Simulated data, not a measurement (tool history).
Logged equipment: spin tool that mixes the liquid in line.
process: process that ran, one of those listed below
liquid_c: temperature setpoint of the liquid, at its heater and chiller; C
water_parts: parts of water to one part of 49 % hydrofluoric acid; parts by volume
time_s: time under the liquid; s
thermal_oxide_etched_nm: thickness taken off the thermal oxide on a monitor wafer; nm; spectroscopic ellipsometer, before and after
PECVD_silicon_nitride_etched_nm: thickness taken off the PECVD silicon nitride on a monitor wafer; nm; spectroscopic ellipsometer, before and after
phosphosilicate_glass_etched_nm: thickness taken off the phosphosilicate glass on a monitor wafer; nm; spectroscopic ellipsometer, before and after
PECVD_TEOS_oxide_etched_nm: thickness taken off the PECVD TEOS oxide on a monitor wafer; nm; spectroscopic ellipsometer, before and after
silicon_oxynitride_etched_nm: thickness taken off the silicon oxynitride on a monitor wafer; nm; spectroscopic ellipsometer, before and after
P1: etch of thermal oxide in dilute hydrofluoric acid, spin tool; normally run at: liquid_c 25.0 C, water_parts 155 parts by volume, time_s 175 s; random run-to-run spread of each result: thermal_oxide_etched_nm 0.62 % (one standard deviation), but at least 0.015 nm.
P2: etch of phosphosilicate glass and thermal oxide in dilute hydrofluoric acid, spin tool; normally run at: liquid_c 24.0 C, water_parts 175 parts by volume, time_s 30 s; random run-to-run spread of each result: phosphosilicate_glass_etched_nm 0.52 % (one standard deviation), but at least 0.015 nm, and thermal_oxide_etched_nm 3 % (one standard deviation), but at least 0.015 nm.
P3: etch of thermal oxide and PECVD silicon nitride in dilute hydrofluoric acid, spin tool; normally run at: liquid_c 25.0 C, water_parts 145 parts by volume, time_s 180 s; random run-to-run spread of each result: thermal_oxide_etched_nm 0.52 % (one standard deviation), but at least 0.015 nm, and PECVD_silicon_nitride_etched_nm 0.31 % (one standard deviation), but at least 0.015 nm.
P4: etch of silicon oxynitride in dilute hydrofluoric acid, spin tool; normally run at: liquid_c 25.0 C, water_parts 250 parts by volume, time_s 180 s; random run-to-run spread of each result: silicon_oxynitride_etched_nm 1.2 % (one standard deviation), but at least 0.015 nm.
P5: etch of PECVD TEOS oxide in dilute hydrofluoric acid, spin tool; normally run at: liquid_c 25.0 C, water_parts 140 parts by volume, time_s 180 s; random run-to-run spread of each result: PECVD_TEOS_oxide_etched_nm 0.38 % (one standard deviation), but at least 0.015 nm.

| run | day | process | liquid_c | water_parts | time_s | thermal_oxide_etched_nm | PECVD_silicon_nitride_etched_nm | phosphosilicate_glass_etched_nm | PECVD_TEOS_oxide_etched_nm | silicon_oxynitride_etched_nm |
|---|---|---|---|---|---|---|---|---|---|---|
| 1 | 0.596 | P1 | 25.0 | 155 | 175 | 4.90540 |  |  |  |  |
| 2 | 0.912 | P3 | 32.0 | 145 | 180 | 7.45410 | 11.5840 |  |  |  |
| 3 | 1.242 | P2 | 24.0 | 175 | 30 | 0.75608 |  | 21.968 |  |  |
| 4 | 1.812 | P1 | 25.0 | 155 | 330 | 9.20010 |  |  |  |  |
| 5 | 2.167 | P1 | 25.0 | 155 | 175 | 4.84790 |  |  |  |  |
| 6 | 2.588 | P1 | 31.5 | 155 | 175 | 6.20790 |  |  |  |  |
| 7 | 3.008 | P1 | 25.0 | 275 | 320 | 4.40580 |  |  |  |  |
| 8 | 3.454 | P1 | 30.5 | 155 | 275 | 9.39210 |  |  |  |  |
| 9 | 4.092 | P2 | 24.0 | 175 | 15 | 0.33274 |  | 10.972 |  |  |
| 10 | 4.642 | P5 | 25.0 | 140 | 180 |  |  |  | 11.5250 |  |
| 11 | 5.138 | P1 | 25.0 | 155 | 30 | 0.82643 |  |  |  |  |
| 12 | 5.579 | P2 | 31.5 | 175 | 30 | 0.91174 |  | 28.539 |  |  |
| 13 | 6.162 | P1 | 25.0 | 60 | 175 | 14.09900 |  |  |  |  |
| 14 | 6.650 | P5 | 25.0 | 140 | 50 |  |  |  | 3.1904 |  |
| 15 | 7.125 | P1 | 25.0 | 235 | 175 | 2.96050 |  |  |  |  |
| 16 | 7.638 | P4 | 21.0 | 250 | 180 |  |  |  |  | 1.8429 |
| 17 | 8.242 | P5 | 25.0 | 40 | 180 |  |  |  | 45.7580 |  |
| 18 | 8.817 | P1 | 19.5 | 60 | 175 | 11.33200 |  |  |  |  |
| 19 | 9.158 | P4 | 25.0 | 45 | 180 |  |  |  |  | 14.3210 |
| 20 | 9.738 | P1 | 25.0 | 155 | 175 | 4.88280 |  |  |  |  |
| 21 | 10.254 | P4 | 25.0 | 250 | 360 |  |  |  |  | 4.3517 |
| 22 | 10.617 | P3 | 25.0 | 95 | 180 | 9.39000 | 11.4100 |  |  |  |
| 23 | 11.242 | P1 | 18.0 | 155 | 175 | 3.67660 |  |  |  |  |
|  | 11.579 | thermometer replaced |
| 24 | 11.767 | P3 | 25.0 | 145 | 15 | 0.49175 | 0.6115 |  |  |  |
| 25 | 12.275 | P4 | 25.0 | 250 | 180 |  |  |  |  | 2.1440 |
| 26 | 12.900 | P3 | 25.0 | 145 | 180 | 5.81640 | 7.4991 |  |  |  |
| 27 | 13.354 | P2 | 24.0 | 70 | 30 | 2.08420 |  | 63.040 |  |  |
| 28 | 13.975 | P1 | 25.0 | 155 | 175 | 4.81270 |  |  |  |  |
| 29 | 14.558 | P5 | 17.0 | 140 | 180 |  |  |  | 8.4170 |  |
| 30 | 14.904 | P1 | 25.0 | 155 | 175 | 4.86910 |  |  |  |  |
| 31 | 15.350 | P1 | 25.0 | 155 | 175 | 4.75040 |  |  |  |  |
| 32 | 15.642 | P1 | 25.0 | 155 | 175 | 4.66550 |  |  |  |  |
| 33 | 15.938 | P1 | 25.0 | 155 | 175 | 4.65650 |  |  |  |  |
| 34 | 16.271 | P1 | 25.0 | 155 | 175 | 4.56620 |  |  |  |  |
| 35 | 16.604 | P1 | 25.0 | 155 | 175 | 4.56190 |  |  |  |  |
| 36 | 17.188 | P1 | 25.0 | 155 | 175 | 4.55180 |  |  |  |  |
| 37 | 17.571 | P1 | 25.0 | 155 | 175 | 4.51090 |  |  |  |  |

P1 has crept away from where it was. The log is fitted equally well by each of these 2 causes, at the sizes shown:
A: liquid colder than its thermometer reads (K) = 1.85
B: hydrofluoric acid flow below the setpoint (%) = 5.74
The gradual shift began around day 14.904.

The check runs listed below each take one wafer, and their results are still question marks. Under which run would the listed causes lead to clearly different results?
| check 1 | 17.954 | P4 | 25.0 | 250 | 180 |  |  |  |  | ? |
| check 2 | 17.954 | P3 | 25.0 | 145 | 180 | ? | ? |  |  |  |
| check 3 | 17.954 | P5 | 25.0 | 140 | 180 |  |  |  | ? |  |
| check 4 | 17.954 | P2 | 24.0 | 175 | 30 | ? |  | ? |  |  |

What each check would give under each cause:
| check | result | if A | if B |
|---|---|---|---|
| check 1 | silicon_oxynitride_etched_nm | 1.9818 | 2.0019 |
| check 2 | thermal_oxide_etched_nm | 5.38050 | 5.38840 |
| check 2 | PECVD_silicon_nitride_etched_nm | 6.6536 | 7.0707 |
| check 3 | PECVD_TEOS_oxide_etched_nm | 10.6850 | 10.7060 |
| check 4 | thermal_oxide_etched_nm | 0.66573 | 0.66529 |
| check 4 | phosphosilicate_glass_etched_nm | 20.581 | 20.567 |
Per-check spread between the two closest causes, in the result where they differ most: check 1 1.01 %; check 2 6.08 %; check 3 0.2 %; check 4 0.07 %
Only in check 2 would the causes give clearly different results; in the remaining checks their results would be nearly the same.

Running check 2 produced the following: thermal_oxide_etched_nm 5.36960 nm; PECVD_silicon_nitride_etched_nm 6.6437 nm. Which one of the listed causes fits?

A is the cause: liquid colder than its thermometer reads (K).
